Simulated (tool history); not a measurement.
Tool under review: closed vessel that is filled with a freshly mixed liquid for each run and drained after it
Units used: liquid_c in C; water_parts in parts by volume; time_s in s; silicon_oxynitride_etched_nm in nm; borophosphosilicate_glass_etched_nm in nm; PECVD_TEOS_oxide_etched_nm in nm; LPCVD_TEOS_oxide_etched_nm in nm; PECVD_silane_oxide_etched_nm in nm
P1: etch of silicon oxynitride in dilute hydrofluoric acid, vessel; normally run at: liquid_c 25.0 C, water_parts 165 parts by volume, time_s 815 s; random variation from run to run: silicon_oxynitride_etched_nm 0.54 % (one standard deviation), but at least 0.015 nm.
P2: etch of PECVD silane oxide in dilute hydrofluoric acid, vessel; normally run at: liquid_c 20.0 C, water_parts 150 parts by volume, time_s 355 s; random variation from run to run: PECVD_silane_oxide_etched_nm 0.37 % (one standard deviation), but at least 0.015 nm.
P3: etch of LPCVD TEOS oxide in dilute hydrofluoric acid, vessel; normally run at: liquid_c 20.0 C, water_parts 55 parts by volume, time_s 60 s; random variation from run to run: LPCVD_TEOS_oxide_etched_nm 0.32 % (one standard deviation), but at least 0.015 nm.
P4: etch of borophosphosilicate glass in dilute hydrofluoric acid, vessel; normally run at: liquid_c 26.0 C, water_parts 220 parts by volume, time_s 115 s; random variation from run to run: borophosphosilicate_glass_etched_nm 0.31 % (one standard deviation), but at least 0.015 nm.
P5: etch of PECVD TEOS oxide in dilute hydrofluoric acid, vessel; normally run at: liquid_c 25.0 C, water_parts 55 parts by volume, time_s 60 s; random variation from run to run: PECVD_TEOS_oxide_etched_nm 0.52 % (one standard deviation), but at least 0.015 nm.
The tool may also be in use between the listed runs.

run   hour  process  liquid_c  water_parts  time_s  hours since the thermometer was replaced  hours since the hydrofluoric acid flow meter was replaced  silicon_oxynitride_etched_nm  borophosphosilicate_glass_etched_nm  PECVD_TEOS_oxide_etched_nm  LPCVD_TEOS_oxide_etched_nm  PECVD_silane_oxide_etched_nm
  1    2.4       P1      25.0          165     815                                    1537.3                                                      974.7                       7.02700
  2    7.7       P4      26.0          220     115                                    1542.6                                                      980.0                                                             27.682
  3   12.0       P1      25.0          165     815                                    1546.9                                                      984.3                       6.96910
  4   15.1       P5      19.5           55      60                                    1550.0                                                      987.4                                                                                         20.371
  5   19.9       P3      28.5           55      60                                    1554.8                                                      992.2                                                                                                                     79.850
  6   23.3       P3      20.0           55      30                                    1558.2                                                      995.6                                                                                                                     28.310
  7   27.7       P4      26.0          380     115                                    1562.6                                                     1000.0                                                             13.584
  8   32.7       P5      25.0           95      60                                    1567.6                                                     1005.0                                                                                         13.953
  9   35.9       P1      25.0          165    1220                                    1570.8                                                     1008.2                      10.50900
 10   39.1       P5      25.0           55      35                                    1574.0                                                     1011.4                                                                                         14.884
 11   42.1       P1      25.0          165     815                                    1577.0                                                     1014.4                       7.01950
 12   45.1       P1      25.0          250     815                                    1580.0                                                     1017.4                       4.28660
 13   50.5       P4      33.5          220     115                                    1585.4                                                     1022.8                                                             35.812
 14   52.9       P1      25.0          165     815                                    1587.8                                                     1025.2                       6.98240
 15   57.5       P1      25.0          165     815                                    1592.4                                                     1029.8                       7.02050
      58.5  -- hydrofluoric acid flow meter replaced
 16   62.8       P2      17.0          150     355                                    1597.7                                                        4.3                                                                                                                                                   32.400
 17   66.4       P4      26.0          220      45                                    1601.3                                                        7.9                                                             10.773
 18   70.0       P3      20.0           55      60                                    1604.9                                                       11.5                                                                                                                     56.433
 19   73.6       P2      20.0           65     355                                    1608.5                                                       15.1                                                                                                                                                   92.927
 20   76.2       P1      25.0           60     815                                    1611.1                                                       17.7                      21.00500
 21   80.1       P1      20.0          165     815                                    1615.0                                                       21.6                       5.56940
 22   85.5       P2      20.0          150     190                                    1620.4                                                       27.0                                                                                                                                                   19.647
 23   90.1       P5      25.0           55      60                                    1625.0                                                       31.6                                                                                         25.220
 24   94.0       P1      25.0          165      30                                    1628.9                                                       35.5                       0.24296
 25   97.9       P3      20.0           55      60                                    1632.8                                                       39.4                                                                                                                     56.585
 26  101.8       P5      25.0           55      60                                    1636.7                                                       43.3                                                                                         25.639
 27  105.2       P3      20.0           30      60                                    1640.1                                                       46.7                                                                                                                    106.730
 28  109.3       P1      32.0          165     815                                    1644.2                                                       50.8                       9.51100
 29  114.3       P1      25.0           45    1585                                    1649.2                                                       55.8                      55.44600
 30  116.8       P2      20.0          150     355                                    1651.7                                                       58.3                                                                                                                                                   36.789

The next listed run, before its measurement:
 31  120.3       P1      20.0          165    1570                                    1655.2                                                       61.8                             ?

silicon_oxynitride_etched_nm: 10.73900 nm
